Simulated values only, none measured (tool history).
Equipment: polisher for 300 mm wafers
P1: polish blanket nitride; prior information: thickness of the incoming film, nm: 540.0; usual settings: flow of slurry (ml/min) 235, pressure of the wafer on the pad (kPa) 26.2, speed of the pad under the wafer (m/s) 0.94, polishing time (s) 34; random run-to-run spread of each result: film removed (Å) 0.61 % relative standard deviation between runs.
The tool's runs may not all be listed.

| run | hour | flow of slurry (ml/min) | pressure of the wafer on the pad (kPa) | speed of the pad under the wafer (m/s) | polishing time (s) | wafers polished on this pad | hours since the slurry nozzle was cleaned | hours since the head pressure was calibrated | film removed (Å) |
|---|---|---|---|---|---|---|---|---|---|
| 1 | 2.7 | 235 | 26.2 | 0.94 | 34 | 899 | 47.0 | 222.9 | 505.46 |
| 2 | 4.8 | 235 | 26.2 | 0.94 | 34 | 923 | 49.1 | 225.0 | 503.29 |
| 3 | 8.5 | 235 | 17.9 | 0.44 | 34 | 964 | 52.8 | 228.7 | 188.50 |
| 4 | 11.9 | 235 | 14.5 | 0.94 | 34 | 1002 | 56.2 | 232.1 | 281.12 |
| 5 | 15.7 | 235 | 26.2 | 0.94 | 34 | 1045 | 60.0 | 235.9 | 503.92 |
| 6 | 17.9 | 235 | 26.2 | 0.94 | 34 | 1069 | 62.2 | 238.1 | 503.73 |
| 7 | 21.4 | 235 | 26.2 | 1.42 | 34 | 1109 | 65.7 | 241.6 | 695.39 |
| 8 | 25.2 | 235 | 38.6 | 0.94 | 34 | 1151 | 69.5 | 245.4 | 743.48 |
| 9 | 28.0 | 235 | 26.2 | 0.94 | 34 | 1182 | 72.3 | 248.2 | 500.63 |
| 10 | 31.5 | 235 | 16.5 | 0.62 | 34 | 1222 | 75.8 | 251.7 | 228.24 |
| 11 | 34.5 | 235 | 26.2 | 0.94 | 18 | 1255 | 78.8 | 254.7 | 265.14 |
| 12 | 38.4 | 235 | 26.2 | 0.94 | 49 | 1299 | 82.7 | 258.6 | 723.84 |
| 13 | 41.8 | 340 | 26.2 | 0.94 | 34 | 1337 | 86.1 | 262.0 | 525.43 |
| 14 | 44.8 | 140 | 26.2 | 0.94 | 34 | 1370 | 89.1 | 265.0 | 473.76 |
| 15 | 47.1 | 235 | 26.2 | 0.60 | 34 | 1396 | 91.4 | 267.3 | 351.78 |
| 16 | 49.4 | 235 | 26.2 | 0.94 | 34 | 1422 | 93.7 | 269.6 | 506.32 |
| 17 | 52.9 | 235 | 26.2 | 0.94 | 34 | 1461 | 97.2 | 273.1 | 494.01 |
| 18 | 56.5 | 235 | 26.2 | 0.94 | 34 | 1501 | 100.8 | 276.7 | 487.52 |
| 19 | 60.0 | 235 | 26.2 | 0.94 | 34 | 1540 | 104.3 | 280.2 | 486.44 |
| 20 | 62.5 | 235 | 26.2 | 0.94 | 34 | 1568 | 106.8 | 282.7 | 490.77 |
|  | 65.4 | head pressure recalibrated |
| 21 | 67.2 | 235 | 26.2 | 0.94 | 34 | 1621 | 111.5 | 1.9 | 482.58 |
| 22 | 71.5 | 235 | 26.2 | 0.94 | 34 | 1669 | 115.8 | 6.2 | 483.59 |
| 23 | 74.6 | 235 | 26.2 | 0.94 | 34 | 1704 | 118.9 | 9.3 | 480.46 |
| 24 | 78.9 | 235 | 26.2 | 0.94 | 34 | 1752 | 123.2 | 13.6 | 481.19 |

P1 has crept away from where it was. The log is fitted equally well by each of these 2 causes, at the sizes shown:
A: removal rate lost through wear of the pad, % = 4.78
B: slurry flow missing at the pad, % = 30.3
The gradual shift began around hour 49.4.
Other possible causes, and why each is ruled out:
head's pressure below its setpoint, %: maintenance at hour 65.4, after the shift began, did not return the process to its former output

Consider the 4 check runs below, whose results appear as question marks and each of which averages 3 wafers. Which one distinguishes the causes, in that each cause would give it a clearly different result?
| check 1 | 83.2 | 235 | 20.7 | 0.94 | 22 |  |  |  | ? |
| check 2 | 83.2 | 235 | 26.2 | 1.28 | 34 |  |  |  | ? |
| check 3 | 83.2 | 235 | 26.2 | 0.70 | 34 |  |  |  | ? |
| check 4 | 83.2 | 140 | 26.2 | 0.94 | 34 |  |  |  | ? |

If the cause were each of the candidates in turn, the checks would give the following:
| check | result | if A | if B |
|---|---|---|---|
| check 1 | film removed (Å) | 245.48 | 245.49 |
| check 2 | film removed (Å) | 615.17 | 615.20 |
| check 3 | film removed (Å) | 379.58 | 379.60 |
| check 4 | film removed (Å) | 445.41 | 432.31 |
Smallest distance between any two causes, each pair judged by its most separating result, in per cent: check 1 0.01 %; check 2 0.01 %; check 3 0.01 %; check 4 2.98 %
Only in check 4 would the causes give clearly different results; in the remaining checks their results would be nearly the same.

Here is what check 4 returned: film removed (Å) 445.15. Which cause is it?

Of the candidate causes, it is A: removal rate lost through wear of the pad, %.
